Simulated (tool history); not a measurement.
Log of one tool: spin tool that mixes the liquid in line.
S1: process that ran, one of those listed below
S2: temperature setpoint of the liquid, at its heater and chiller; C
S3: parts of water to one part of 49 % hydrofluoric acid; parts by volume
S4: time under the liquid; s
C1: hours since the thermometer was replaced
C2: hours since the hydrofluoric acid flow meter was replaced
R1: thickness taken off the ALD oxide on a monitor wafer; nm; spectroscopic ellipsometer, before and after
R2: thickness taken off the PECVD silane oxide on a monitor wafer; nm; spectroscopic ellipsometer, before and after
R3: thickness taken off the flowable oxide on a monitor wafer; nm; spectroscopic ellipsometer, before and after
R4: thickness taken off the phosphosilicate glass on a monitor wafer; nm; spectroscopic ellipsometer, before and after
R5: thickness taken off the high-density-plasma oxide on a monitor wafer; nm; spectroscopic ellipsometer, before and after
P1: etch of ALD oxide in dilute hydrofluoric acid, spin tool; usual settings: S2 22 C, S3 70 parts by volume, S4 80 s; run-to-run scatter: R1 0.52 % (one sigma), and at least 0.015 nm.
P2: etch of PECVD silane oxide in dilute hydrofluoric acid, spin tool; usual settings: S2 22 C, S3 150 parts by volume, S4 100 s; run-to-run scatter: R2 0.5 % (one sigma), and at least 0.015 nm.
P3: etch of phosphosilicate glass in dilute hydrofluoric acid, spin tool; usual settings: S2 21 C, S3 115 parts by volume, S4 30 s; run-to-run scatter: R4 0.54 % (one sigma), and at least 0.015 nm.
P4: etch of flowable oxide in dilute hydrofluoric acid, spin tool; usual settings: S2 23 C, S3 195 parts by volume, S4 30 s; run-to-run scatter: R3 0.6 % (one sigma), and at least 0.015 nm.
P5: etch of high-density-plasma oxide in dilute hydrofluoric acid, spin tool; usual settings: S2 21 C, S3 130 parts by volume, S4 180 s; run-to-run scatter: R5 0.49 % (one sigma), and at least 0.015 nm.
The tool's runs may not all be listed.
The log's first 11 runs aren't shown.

run	hour	S1	S2	S3	S4	C1	C2	R1	R2	R3	R4	R5
12	139.8	P1	29.5	70	40	2324.9	498.3	17.979				
13	151.4	P5	21	40	180	2336.5	509.9					23.123
14	168.2	P4	29.5	195	30	2353.3	526.7			5.9799		
15	176.5	P5	21	130	180	2361.6	535					6.4113
16	189.9	P1	22	115	80	2375	548.4	15.324				
17	200.4	P4	23	195	30	2385.5	558.9			4.644		
18	212.4	P1	22	70	80	2397.5	570.9	26.695				
19	225.6	P3	21	170	30	2410.7	584.1				28.038	
# hour 237.6: thermometer replaced
20	241.8	P1	28.5	70	80	4.3	600.3	34.665				
21	253.1	P2	17	150	100	15.6	611.6		16.041			
22	268.5	P2	22	150	200	31	627		39.028			
23	276.2	P5	28.5	130	180	38.7	634.7					8.5392
24	289	P1	22	70	80	51.5	647.5	26.62				

Forecast run 25:
25	304.6	P1	18	70	80	67.1	663.1	?				

{"run 25": {"R1": 22.518}}

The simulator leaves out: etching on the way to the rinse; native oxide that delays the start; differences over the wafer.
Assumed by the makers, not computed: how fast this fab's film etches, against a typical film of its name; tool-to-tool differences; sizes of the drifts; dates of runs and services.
